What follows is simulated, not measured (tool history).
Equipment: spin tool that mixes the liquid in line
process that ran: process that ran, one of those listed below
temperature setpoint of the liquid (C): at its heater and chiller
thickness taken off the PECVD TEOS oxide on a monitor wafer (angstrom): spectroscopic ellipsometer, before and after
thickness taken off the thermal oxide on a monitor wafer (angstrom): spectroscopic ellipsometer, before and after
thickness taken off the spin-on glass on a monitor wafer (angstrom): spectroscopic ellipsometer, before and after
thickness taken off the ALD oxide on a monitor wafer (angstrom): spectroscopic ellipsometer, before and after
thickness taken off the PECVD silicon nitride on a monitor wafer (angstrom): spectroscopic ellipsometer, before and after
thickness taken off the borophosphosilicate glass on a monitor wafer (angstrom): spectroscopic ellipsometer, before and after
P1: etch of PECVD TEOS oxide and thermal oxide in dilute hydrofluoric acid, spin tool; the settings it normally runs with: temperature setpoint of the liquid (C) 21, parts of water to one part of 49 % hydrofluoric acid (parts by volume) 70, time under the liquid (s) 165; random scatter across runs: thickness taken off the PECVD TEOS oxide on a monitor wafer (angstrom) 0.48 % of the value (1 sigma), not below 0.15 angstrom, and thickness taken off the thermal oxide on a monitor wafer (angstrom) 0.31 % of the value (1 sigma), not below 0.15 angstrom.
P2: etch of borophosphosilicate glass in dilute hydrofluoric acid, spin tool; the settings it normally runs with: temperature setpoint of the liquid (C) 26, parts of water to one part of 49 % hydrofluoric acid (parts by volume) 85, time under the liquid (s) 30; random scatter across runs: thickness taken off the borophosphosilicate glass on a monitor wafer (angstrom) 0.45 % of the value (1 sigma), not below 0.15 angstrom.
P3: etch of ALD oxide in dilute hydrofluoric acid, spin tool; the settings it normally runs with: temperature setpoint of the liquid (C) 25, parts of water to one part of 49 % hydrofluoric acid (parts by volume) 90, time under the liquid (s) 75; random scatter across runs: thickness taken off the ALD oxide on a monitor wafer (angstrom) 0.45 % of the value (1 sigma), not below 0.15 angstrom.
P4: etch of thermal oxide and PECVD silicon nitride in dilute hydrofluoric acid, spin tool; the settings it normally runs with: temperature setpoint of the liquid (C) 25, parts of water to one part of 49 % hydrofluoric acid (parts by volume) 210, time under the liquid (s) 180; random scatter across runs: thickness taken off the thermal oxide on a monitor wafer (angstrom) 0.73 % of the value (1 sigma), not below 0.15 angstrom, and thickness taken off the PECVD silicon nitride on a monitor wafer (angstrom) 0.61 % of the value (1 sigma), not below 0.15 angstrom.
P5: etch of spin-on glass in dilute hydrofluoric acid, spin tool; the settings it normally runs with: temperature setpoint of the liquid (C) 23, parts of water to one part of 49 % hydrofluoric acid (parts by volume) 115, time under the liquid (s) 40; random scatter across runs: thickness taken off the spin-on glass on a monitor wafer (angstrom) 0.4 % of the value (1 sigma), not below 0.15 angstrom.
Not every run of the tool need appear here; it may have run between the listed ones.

run,day,process that ran,temperature setpoint of the liquid (C),parts of water to one part of 49 % hydrofluoric acid (parts by volume),time under the liquid (s),hours since the thermometer was replaced,hours since the hydrofluoric acid flow meter was replaced,thickness taken off the PECVD TEOS oxide on a monitor wafer (angstrom),thickness taken off the thermal oxide on a monitor wafer (angstrom),thickness taken off the spin-on glass on a monitor wafer (angstrom),thickness taken off the ALD oxide on a monitor wafer (angstrom),thickness taken off the PECVD silicon nitride on a monitor wafer (angstrom),thickness taken off the borophosphosilicate glass on a monitor wafer (angstrom)
1,0.371,P1,21,70,165,566.8,1558.9,188.82,98.243,,,,
2,0.725,P1,21,30,165,575.3,1567.4,465.48,237.89,,,,
3,1.054,P5,23,115,80,583.2,1575.3,,,239.53,,,
4,1.571,P3,19,90,75,595.6,1587.7,,,,79.848,,
5,1.954,P5,17.5,115,40,604.8,1596.9,,,96.378,,,
6,2.196,P4,18.5,210,180,610.6,1602.7,,29.891,,,34.619,
7,2.671,P1,28,70,165,622,1614.1,250.21,129.96,,,,
8,3.15,P1,25,70,45,633.5,1625.6,60.705,31.644,,,,
9,3.392,P1,21,70,165,639.3,1631.4,189.72,97.107,,,,
10,3.854,P4,25,210,360,650.4,1642.5,,77.737,,,103.92,
11,4.35,P2,18.5,85,30,662.3,1654.4,,,,,,253.03
12,4.6,P2,26,85,50,668.3,1660.4,,,,,,571.79
13,5.067,P3,25,90,75,679.5,1671.6,,,,103.49,,
14,5.542,P1,21,70,165,690.9,1683,188.9,97.533,,,,
15,5.817,P3,25,90,125,697.5,1689.6,,,,171.07,,
16,6.225,P5,23,175,40,707.3,1699.4,,,74.123,,,
17,6.588,P4,25,210,180,716,1708.1,,38.926,,,51.757,
18,6.879,P5,23,115,40,723,1715.1,,,119.74,,,
19,7.375,P2,26,85,30,734.9,1727,,,,,,343.34
20,7.729,P1,21,110,325,743.4,1735.5,228.49,116.1,,,,
21,8.146,P1,21,70,165,753.4,1745.5,189.31,97.486,,,,
22,8.567,P1,21,100,165,763.5,1755.6,128.21,65.78,,,,
23,8.975,P2,26,135,30,773.3,1765.4,,,,,,201.16
24,9.458,P4,25,60,180,784.9,1777,,161.51,,,178.03,
25,9.704,P3,25,20,75,790.8,1782.9,,,,512.83,,
26,10.221,P4,25,210,180,803.2,1795.3,,38.811,,,51.896,
27,10.471,P1,21,70,165,809.2,1801.3,190.31,97.253,,,,
28,10.892,P1,21,70,85,819.3,1811.4,97.852,50.489,,,,
29,11.192,P1,17,70,165,826.5,1818.6,160.45,82.107,,,,
30,11.675,P5,23,115,40,838.1,1830.2,,,119.56,,,
31,12.05,P1,21,70,275,847.1,1839.2,316.7,162.58,,,,
32,12.558,P1,21,70,165,859.3,1851.4,189.45,96.691,,,,
33,13.054,P1,21,70,165,871.2,1863.3,183.41,95.113,,,,
34,13.408,P1,21,70,165,879.7,1871.8,181.86,93.633,,,,
35,13.896,P1,21,70,165,891.4,1883.5,181.93,92.967,,,,
36,14.162,P1,21,70,165,897.8,1889.9,178.9,92.871,,,,
37,14.654,P1,21,70,165,909.6,1901.7,178.76,92.822,,,,
38,15.054,P1,21,70,165,919.2,1911.3,179.67,92.392,,,,
39,15.562,P1,21,70,165,931.4,1923.5,177.77,91.658,,,,
40,15.804,P1,21,70,165,937.2,1929.3,177.59,92.089,,,,
41,16.312,P1,21,70,165,949.4,1941.5,177.93,92.126,,,,

The output of P1 has drifted from where it used to be. Each of the 2 causes below, taken at the size shown beside it, accounts for the log equally well:
A: liquid colder than its thermometer reads (K) = 1.48
B: hydrofluoric acid flow below the setpoint (%) = 5.53
The drift started at roughly day 12.558.

Each of the check runs listed below is run on 2 wafers and reports their average, with the results left as question marks. Pick the one under which the possible causes would lead to clearly different results.
check 1,16.821,P2,26,85,30,,,,,,,,?
check 2,16.821,P5,23,115,40,,,,,?,,,
check 3,16.821,P3,25,90,75,,,,,,?,,
check 4,16.821,P4,25,210,180,,,,?,,,?,

Predicted outcomes, by check and by cause:
check,result,if A,if B
check 1,thickness taken off the borophosphosilicate glass on a monitor wafer (angstrom),322.68,321.12
check 2,thickness taken off the spin-on glass on a monitor wafer (angstrom),113.12,112.47
check 3,thickness taken off the ALD oxide on a monitor wafer (angstrom),97.142,96.688
check 4,thickness taken off the thermal oxide on a monitor wafer (angstrom),36.909,36.325
check 4,thickness taken off the PECVD silicon nitride on a monitor wafer (angstrom),47.514,49.276
Per-check spread between the two closest causes, in the result where they differ most: check 1 0.48 %; check 2 0.58 %; check 3 0.47 %; check 4 3.64 %
Check 4 distinguishes between the causes, while the remaining checks would return nearly the same result for all of them.

After running check 4, the following was obtained: thickness taken off the thermal oxide on a monitor wafer (angstrom) 36.911; thickness taken off the PECVD silicon nitride on a monitor wafer (angstrom) 47.634. Which cause does this point to?

The correct cause is A, namely: liquid colder than its thermometer reads (K).
